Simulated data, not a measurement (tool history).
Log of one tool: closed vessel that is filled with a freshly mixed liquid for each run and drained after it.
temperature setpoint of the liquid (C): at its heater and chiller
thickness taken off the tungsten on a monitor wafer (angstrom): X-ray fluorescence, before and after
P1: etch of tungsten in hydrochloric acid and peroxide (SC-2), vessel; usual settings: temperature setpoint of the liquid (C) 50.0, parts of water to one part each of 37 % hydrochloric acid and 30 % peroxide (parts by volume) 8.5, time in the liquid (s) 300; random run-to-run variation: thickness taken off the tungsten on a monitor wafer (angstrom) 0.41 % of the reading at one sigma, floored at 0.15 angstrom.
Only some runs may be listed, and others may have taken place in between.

| run | hour | temperature setpoint of the liquid (C) | parts of water to one part each of 37 % hydrochloric acid and 30 % peroxide (parts by volume) | time in the liquid (s) | hours since the thermometer was replaced | hours since the chemicals flow meter was replaced | hours since the drum of peroxide was connected | thickness taken off the tungsten on a monitor wafer (angstrom) |
|---|---|---|---|---|---|---|---|---|
| 1 | 10.3 | 50.0 | 8.5 | 300 | 908.5 | 754.7 | 320.3 | 526.400 |
| 2 | 18.4 | 50.0 | 8.5 | 300 | 916.6 | 762.8 | 328.4 | 526.930 |
|  | 23.5 | thermometer replaced |
| 3 | 32.0 | 50.0 | 8.5 | 30 | 8.5 | 776.4 | 342.0 | 52.465 |
| 4 | 43.3 | 50.0 | 4.0 | 300 | 19.8 | 787.7 | 353.3 | 920.300 |
| 5 | 50.3 | 50.0 | 8.5 | 300 | 26.8 | 794.7 | 360.3 | 525.010 |
| 6 | 62.1 | 50.0 | 8.5 | 300 | 38.6 | 806.5 | 372.1 | 531.190 |
| 7 | 73.0 | 50.0 | 8.5 | 600 | 49.5 | 817.4 | 383.0 | 1050.700 |
| 8 | 84.3 | 66.0 | 8.5 | 300 | 60.8 | 828.7 | 394.3 | 1447.000 |
| 9 | 93.9 | 62.5 | 8.5 | 95 | 70.4 | 838.3 | 403.9 | 374.890 |
| 10 | 100.5 | 50.0 | 12.0 | 300 | 77.0 | 844.9 | 410.5 | 393.320 |
| 11 | 112.5 | 50.0 | 8.5 | 300 | 89.0 | 856.9 | 422.5 | 525.680 |
| 12 | 123.5 | 35.0 | 8.5 | 300 | 100.0 | 867.9 | 433.5 | 184.350 |
| 13 | 137.1 | 50.0 | 8.5 | 300 | 113.6 | 881.5 | 447.1 | 527.710 |
| 14 | 149.9 | 50.0 | 8.5 | 300 | 126.4 | 894.3 | 459.9 | 511.850 |
| 15 | 158.9 | 50.0 | 8.5 | 300 | 135.4 | 903.3 | 468.9 | 501.390 |
| 16 | 170.6 | 50.0 | 8.5 | 300 | 147.1 | 915.0 | 480.6 | 502.410 |
| 17 | 179.6 | 50.0 | 8.5 | 300 | 156.1 | 924.0 | 489.6 | 495.770 |
|  | 192.9 | new drum of peroxide connected |
| 18 | 193.9 | 50.0 | 8.5 | 300 | 170.4 | 938.3 | 1.0 | 489.980 |
| 19 | 204.2 | 50.0 | 8.5 | 300 | 180.7 | 948.6 | 11.3 | 491.590 |
| 20 | 218.3 | 50.0 | 8.5 | 300 | 194.8 | 962.7 | 25.4 | 490.890 |

Run 21 is up next; what results do you expect?
| 21 | 231.3 | 50.0 | 8.5 | 300 | 207.8 | 975.7 | 38.4 | ? |

thickness taken off the tungsten on a monitor wafer (angstrom): 485.790

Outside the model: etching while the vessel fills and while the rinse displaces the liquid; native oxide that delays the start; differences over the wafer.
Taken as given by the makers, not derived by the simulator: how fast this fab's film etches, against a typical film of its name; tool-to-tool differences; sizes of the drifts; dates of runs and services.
